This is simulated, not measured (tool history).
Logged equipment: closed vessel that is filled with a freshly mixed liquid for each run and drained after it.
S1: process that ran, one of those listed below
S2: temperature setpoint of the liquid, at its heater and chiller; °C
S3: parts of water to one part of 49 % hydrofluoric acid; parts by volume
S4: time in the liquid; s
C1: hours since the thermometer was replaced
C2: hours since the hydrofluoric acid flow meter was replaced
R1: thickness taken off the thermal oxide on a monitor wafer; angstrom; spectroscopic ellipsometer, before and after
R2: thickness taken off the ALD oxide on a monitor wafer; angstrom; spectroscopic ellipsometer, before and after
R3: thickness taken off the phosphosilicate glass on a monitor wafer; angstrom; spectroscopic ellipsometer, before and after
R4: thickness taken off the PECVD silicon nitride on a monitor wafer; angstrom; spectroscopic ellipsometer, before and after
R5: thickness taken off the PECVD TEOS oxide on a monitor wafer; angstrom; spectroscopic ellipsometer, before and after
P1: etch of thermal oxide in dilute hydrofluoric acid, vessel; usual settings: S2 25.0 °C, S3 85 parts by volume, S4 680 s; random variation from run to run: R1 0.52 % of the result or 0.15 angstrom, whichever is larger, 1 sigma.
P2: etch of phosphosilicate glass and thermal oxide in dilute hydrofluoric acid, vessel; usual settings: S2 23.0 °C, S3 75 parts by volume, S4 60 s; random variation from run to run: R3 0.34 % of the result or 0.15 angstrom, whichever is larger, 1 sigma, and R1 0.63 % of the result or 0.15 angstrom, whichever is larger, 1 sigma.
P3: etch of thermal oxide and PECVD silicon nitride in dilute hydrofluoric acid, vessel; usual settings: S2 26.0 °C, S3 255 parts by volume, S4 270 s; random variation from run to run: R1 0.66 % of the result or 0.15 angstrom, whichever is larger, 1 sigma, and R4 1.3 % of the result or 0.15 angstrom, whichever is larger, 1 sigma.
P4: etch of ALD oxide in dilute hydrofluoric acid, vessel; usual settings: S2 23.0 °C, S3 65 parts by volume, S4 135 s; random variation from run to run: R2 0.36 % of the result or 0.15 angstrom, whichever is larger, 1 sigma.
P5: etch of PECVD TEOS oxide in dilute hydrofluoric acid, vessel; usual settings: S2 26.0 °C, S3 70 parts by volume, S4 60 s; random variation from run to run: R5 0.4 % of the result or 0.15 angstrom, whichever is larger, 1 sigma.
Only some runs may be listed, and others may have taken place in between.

run   hour  S1    S2   S3    S4     C1     C2        R1       R2       R3      R4      R5
  1   10.9  P1  25.0   85   680  140.0  487.4   395.560
  2   24.9  P1  25.0   35   680  154.0  501.4  1026.700
  3   41.6  P4  23.0   65   135  170.7  518.1            278.340
  4   55.4  P1  33.0   85   355  184.5  531.9   277.610
  5   68.7  P1  32.5   85   680  197.8  545.2   527.260
  6   76.9  P2  23.0   75    60  206.0  553.4    36.506            480.15
  7   93.9  P1  25.0   85   680  223.0  570.4   390.900
  8  103.0  P2  23.0   20    60  232.1  579.5   146.600           1924.70
  9  120.8  P1  25.0   85   680  249.9  597.3   394.210
 10  130.8  P4  23.0   65    30  259.9  607.3             61.903
 11  138.6  P1  31.0  120   680  267.7  615.1   334.490
 12  155.3  P1  20.5   85   680  284.4  631.8   329.520
 13  167.1  P3  26.0  255   270  296.2  643.6    45.934                    21.248
 14  178.4  P5  26.0   70    60  307.5  654.9                                      273.91
 15  186.4  P4  23.0  115   135  315.5  662.9            148.630
 16  200.9  P5  26.0   25    60  330.0  677.4                                      810.24
 17  218.0  P3  26.0   60   270  347.1  694.5   244.720                    86.952
 18  232.2  P4  29.0   65   135  361.3  708.7            354.290
 19  242.6  P1  25.0   85   680  371.7  719.1   394.280
     247.9  -- hydrofluoric acid flow meter replaced
 20  250.5  P1  25.0  140   680  379.6    2.7   222.350
 21  262.9  P1  25.0   85    75  392.0   15.1    44.018
 22  279.8  P3  31.5  255   270  408.9   32.0    54.655                    28.710
 23  296.2  P4  23.0   65   135  425.3   48.4            278.940
 24  311.4  P1  25.0   85   680  440.5   63.6   394.680
 25  326.3  P1  25.0   85  1300  455.4   78.5   752.960
 26  340.6  P3  26.0  255   510  469.7   92.8    86.016                    39.816
 27  353.7  P2  23.0   75    30  482.8  105.9    18.265            240.52
     356.8  -- thermometer replaced
 28  369.8  P5  26.0   70   105   13.1  122.0                                      479.75
 29  386.1  P2  23.0   75    60   29.4  138.3    36.494            482.27
 30  398.9  P2  29.5   75    60   42.2  151.1    46.720            626.89
 31  413.9  P5  34.0   70    60   57.2  166.1                                      373.23
 32  429.3  P1  25.0   85   680   72.6  181.5   395.500

Predict the results of run 33:
 33  439.0  P1  25.0  85  680  82.3  191.2   ?

{"run 33": {"R1": 403.72}}

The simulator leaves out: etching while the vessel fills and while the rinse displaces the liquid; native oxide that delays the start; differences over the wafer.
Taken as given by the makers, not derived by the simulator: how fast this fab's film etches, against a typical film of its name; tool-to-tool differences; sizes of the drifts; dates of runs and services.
